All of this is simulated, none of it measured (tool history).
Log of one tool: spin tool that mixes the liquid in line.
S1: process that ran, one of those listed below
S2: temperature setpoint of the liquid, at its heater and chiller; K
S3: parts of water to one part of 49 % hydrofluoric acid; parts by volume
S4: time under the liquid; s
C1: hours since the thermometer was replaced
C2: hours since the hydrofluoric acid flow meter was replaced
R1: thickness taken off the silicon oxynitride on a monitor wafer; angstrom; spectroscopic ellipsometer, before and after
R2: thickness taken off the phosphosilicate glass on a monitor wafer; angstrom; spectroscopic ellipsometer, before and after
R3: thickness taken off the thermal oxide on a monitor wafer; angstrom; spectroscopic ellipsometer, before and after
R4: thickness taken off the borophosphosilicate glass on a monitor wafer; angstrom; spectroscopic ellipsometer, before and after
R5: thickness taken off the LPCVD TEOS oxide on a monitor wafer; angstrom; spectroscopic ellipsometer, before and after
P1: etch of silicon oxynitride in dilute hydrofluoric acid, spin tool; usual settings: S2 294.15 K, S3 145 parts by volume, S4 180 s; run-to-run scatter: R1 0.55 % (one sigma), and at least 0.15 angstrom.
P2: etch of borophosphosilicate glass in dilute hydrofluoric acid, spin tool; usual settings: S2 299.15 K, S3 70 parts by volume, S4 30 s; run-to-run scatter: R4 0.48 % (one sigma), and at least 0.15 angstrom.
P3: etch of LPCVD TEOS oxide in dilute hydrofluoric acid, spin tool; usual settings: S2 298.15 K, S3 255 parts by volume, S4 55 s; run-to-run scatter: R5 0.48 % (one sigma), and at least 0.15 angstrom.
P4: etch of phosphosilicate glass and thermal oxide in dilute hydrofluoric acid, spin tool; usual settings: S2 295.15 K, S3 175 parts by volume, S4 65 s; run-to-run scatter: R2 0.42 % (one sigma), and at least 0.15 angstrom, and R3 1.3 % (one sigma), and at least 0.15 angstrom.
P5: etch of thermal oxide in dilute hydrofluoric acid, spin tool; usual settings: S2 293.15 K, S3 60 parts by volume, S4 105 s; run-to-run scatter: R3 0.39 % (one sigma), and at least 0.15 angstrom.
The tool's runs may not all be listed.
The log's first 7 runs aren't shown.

{"run": 8, "hour": 72.3, "S1": "P3", "S2": 298.15, "S3": 140, "S4": 55, "C1": 879.0, "C2": 1144.9, "R5": 135.48}
{"run": 9, "hour": 82.1, "S1": "P2", "S2": 299.15, "S3": 70, "S4": 15, "C1": 888.8, "C2": 1154.7, "R4": 165.22}
{"run": 10, "hour": 94.5, "S1": "P1", "S2": 294.15, "S3": 145, "S4": 180, "C1": 901.2, "C2": 1167.1, "R1": 50.458}
{"run": 11, "hour": 102.3, "S1": "P1", "S2": 294.15, "S3": 145, "S4": 180, "C1": 909.0, "C2": 1174.9, "R1": 50.751}
{"run": 12, "hour": 111.2, "S1": "P1", "S2": 294.15, "S3": 145, "S4": 180, "C1": 917.9, "C2": 1183.8, "R1": 50.346}
{"hour": 114.5, "done": "thermometer replaced"}
{"run": 13, "hour": 120.7, "S1": "P1", "S2": 294.15, "S3": 145, "S4": 310, "C1": 6.3, "C2": 1193.3, "R1": 87.185}
{"run": 14, "hour": 126.3, "S1": "P5", "S2": 293.15, "S3": 60, "S4": 105, "C1": 11.9, "C2": 1198.9, "R3": 73.205}
{"run": 15, "hour": 138.1, "S1": "P4", "S2": 295.15, "S3": 175, "S4": 65, "C1": 23.7, "C2": 1210.7, "R2": 275.37, "R3": 15.345}
{"run": 16, "hour": 148.5, "S1": "P4", "S2": 295.15, "S3": 175, "S4": 130, "C1": 34.1, "C2": 1221.1, "R2": 547.98, "R3": 30.617}
{"run": 17, "hour": 157.3, "S1": "P1", "S2": 294.15, "S3": 145, "S4": 180, "C1": 42.9, "C2": 1229.9, "R1": 50.698}
{"run": 18, "hour": 165.2, "S1": "P4", "S2": 290.65, "S3": 175, "S4": 65, "C1": 50.8, "C2": 1237.8, "R2": 228.71, "R3": 12.919}
{"run": 19, "hour": 172.1, "S1": "P1", "S2": 300.15, "S3": 145, "S4": 180, "C1": 57.7, "C2": 1244.7, "R1": 66.34}
{"run": 20, "hour": 183.6, "S1": "P1", "S2": 298.65, "S3": 145, "S4": 280, "C1": 69.2, "C2": 1256.2, "R1": 97.163}
{"run": 21, "hour": 191.2, "S1": "P1", "S2": 294.15, "S3": 245, "S4": 180, "C1": 76.8, "C2": 1263.8, "R1": 28.054}
{"run": 22, "hour": 197.8, "S1": "P3", "S2": 298.15, "S3": 255, "S4": 30, "C1": 83.4, "C2": 1270.4, "R5": 35.888}

Run 23 comes next. What will it give?
{"run": 23, "hour": 203.1, "S1": "P4", "S2": 295.15, "S3": 30, "S4": 65, "C1": 88.7, "C2": 1275.7, "R2": "?", "R3": "?"}

R2: 1881.50 angstrom
R3: 107.080 angstrom

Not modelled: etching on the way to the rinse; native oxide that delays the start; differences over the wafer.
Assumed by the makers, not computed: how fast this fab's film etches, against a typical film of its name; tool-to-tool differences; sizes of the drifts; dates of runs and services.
